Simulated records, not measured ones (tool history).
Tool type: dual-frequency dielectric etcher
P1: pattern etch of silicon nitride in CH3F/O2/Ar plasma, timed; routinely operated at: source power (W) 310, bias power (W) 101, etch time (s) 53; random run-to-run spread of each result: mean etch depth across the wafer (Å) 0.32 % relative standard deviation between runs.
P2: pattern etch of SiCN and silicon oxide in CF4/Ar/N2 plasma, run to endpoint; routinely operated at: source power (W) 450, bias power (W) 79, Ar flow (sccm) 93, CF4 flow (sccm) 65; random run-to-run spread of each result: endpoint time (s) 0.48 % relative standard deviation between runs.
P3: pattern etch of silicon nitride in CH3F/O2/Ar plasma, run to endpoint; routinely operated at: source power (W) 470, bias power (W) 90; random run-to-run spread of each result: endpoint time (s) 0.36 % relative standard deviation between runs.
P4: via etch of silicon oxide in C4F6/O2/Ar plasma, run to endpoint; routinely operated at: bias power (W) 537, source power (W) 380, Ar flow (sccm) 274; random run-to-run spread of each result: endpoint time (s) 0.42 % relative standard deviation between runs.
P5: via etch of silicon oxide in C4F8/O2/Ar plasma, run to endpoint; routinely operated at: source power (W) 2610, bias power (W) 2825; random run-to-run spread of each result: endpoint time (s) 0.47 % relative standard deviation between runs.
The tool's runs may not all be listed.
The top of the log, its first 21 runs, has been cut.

run   hour  process that ran  source power (W)  bias power (W)  etch time (s)  Ar flow (sccm)  CF4 flow (sccm)  mean etch depth across the wafer (Å)  endpoint time (s)
 22    169                P5              2610            2825                                                                                                   298.84
 23  179.6                P1               310             127             53                                                                  404.6
 24    187                P2               450              79                             93               79                                                   13.232
 25    194                P2               450              79                             93               65                                                   13.762
     198.7  -- wet clean of the chamber
 26  200.4                P1               310             101             53                                                                 371.04
 27  206.3                P1               440             101             53                                                                 422.67
 28  212.3                P1               310             101             53                                                                  372.1
 29  222.7                P5              1940            2825                                                                                                   334.32
 30  230.6                P1               310             101             53                                                                  371.7

Run 31, settings as shown, results not yet in. Your forecast:
 31  236.7                P1               310             101             53                                                                      ?

mean etch depth across the wafer (Å): 370.09

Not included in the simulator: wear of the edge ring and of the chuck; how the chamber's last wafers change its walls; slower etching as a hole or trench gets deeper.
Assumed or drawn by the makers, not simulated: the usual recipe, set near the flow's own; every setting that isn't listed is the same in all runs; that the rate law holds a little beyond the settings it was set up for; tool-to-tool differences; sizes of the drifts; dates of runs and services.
